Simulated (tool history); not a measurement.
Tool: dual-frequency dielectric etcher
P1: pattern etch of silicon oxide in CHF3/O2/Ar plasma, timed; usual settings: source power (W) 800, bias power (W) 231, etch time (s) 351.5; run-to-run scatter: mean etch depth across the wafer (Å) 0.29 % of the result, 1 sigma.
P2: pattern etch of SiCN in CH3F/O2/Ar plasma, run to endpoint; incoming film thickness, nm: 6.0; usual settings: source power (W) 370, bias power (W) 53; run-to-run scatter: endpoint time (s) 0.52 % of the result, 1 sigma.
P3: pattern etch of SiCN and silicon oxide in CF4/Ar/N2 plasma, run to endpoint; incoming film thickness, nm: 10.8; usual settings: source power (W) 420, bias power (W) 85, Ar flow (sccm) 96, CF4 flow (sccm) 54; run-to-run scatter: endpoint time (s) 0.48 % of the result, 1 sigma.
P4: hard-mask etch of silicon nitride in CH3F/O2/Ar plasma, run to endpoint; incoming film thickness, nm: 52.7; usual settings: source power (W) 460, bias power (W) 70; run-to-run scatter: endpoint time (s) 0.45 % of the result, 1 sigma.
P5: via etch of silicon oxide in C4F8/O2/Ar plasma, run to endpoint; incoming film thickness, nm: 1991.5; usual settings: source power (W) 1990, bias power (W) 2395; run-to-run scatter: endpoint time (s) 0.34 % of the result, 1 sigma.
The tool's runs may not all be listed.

run	hour	process that ran	source power (W)	bias power (W)	etch time (s)	Ar flow (sccm)	CF4 flow (sccm)	mean etch depth across the wafer (Å)	endpoint time (s)
1	2.4	P1	800	231	351.5			8688.8	
2	6.1	P5	1990	2395					374.58
3	10.4	P1	800	286	351.5			9338.9	
4	13.3	P5	2820	2395					324.68
5	18.2	P1	800	183	351.5			8030	
6	21.4	P5	1990	1649					417.71
7	24.6	P1	800	231	351.5			8680.8	
8	27.3	P3	280	85		96	54		19.074
9	30.3	P3	420	53		96	54		15.713
10	34.5	P2	370	34					20.117
11	38	P1	1000	140	351.5			8034	
12	41.5	P1	800	231	193.5			4786.8	
13	46.5	P4	460	70					72.608
14	51.1	P2	370	53					17.798
# hour 52.8: wet clean of the chamber
15	56.2	P3	420	85		96	75		12.702
16	61.3	P2	250	53					20.623
17	65.2	P5	1990	2395					373.82
18	68.6	P3	420	85		77	54		12.882
19	71.6	P4	460	45					84.002
20	75.5	P1	800	231	351.5			8699.1	
21	78.1	P1	1010	231	351.5			9485	
22	81.9	P1	800	231	351.5			8684	
23	86.9	P1	800	163	445.5			9765.1	
24	91.8	P3	420	85		96	54		13.311
25	95.6	P4	270	70					88.953
26	99.7	P4	460	70					72.92

Run 27 comes next. What will it give?
27	104.9	P1	800	231	351.5			?	

Run 27 gave mean etch depth across the wafer (Å) 8678.5.
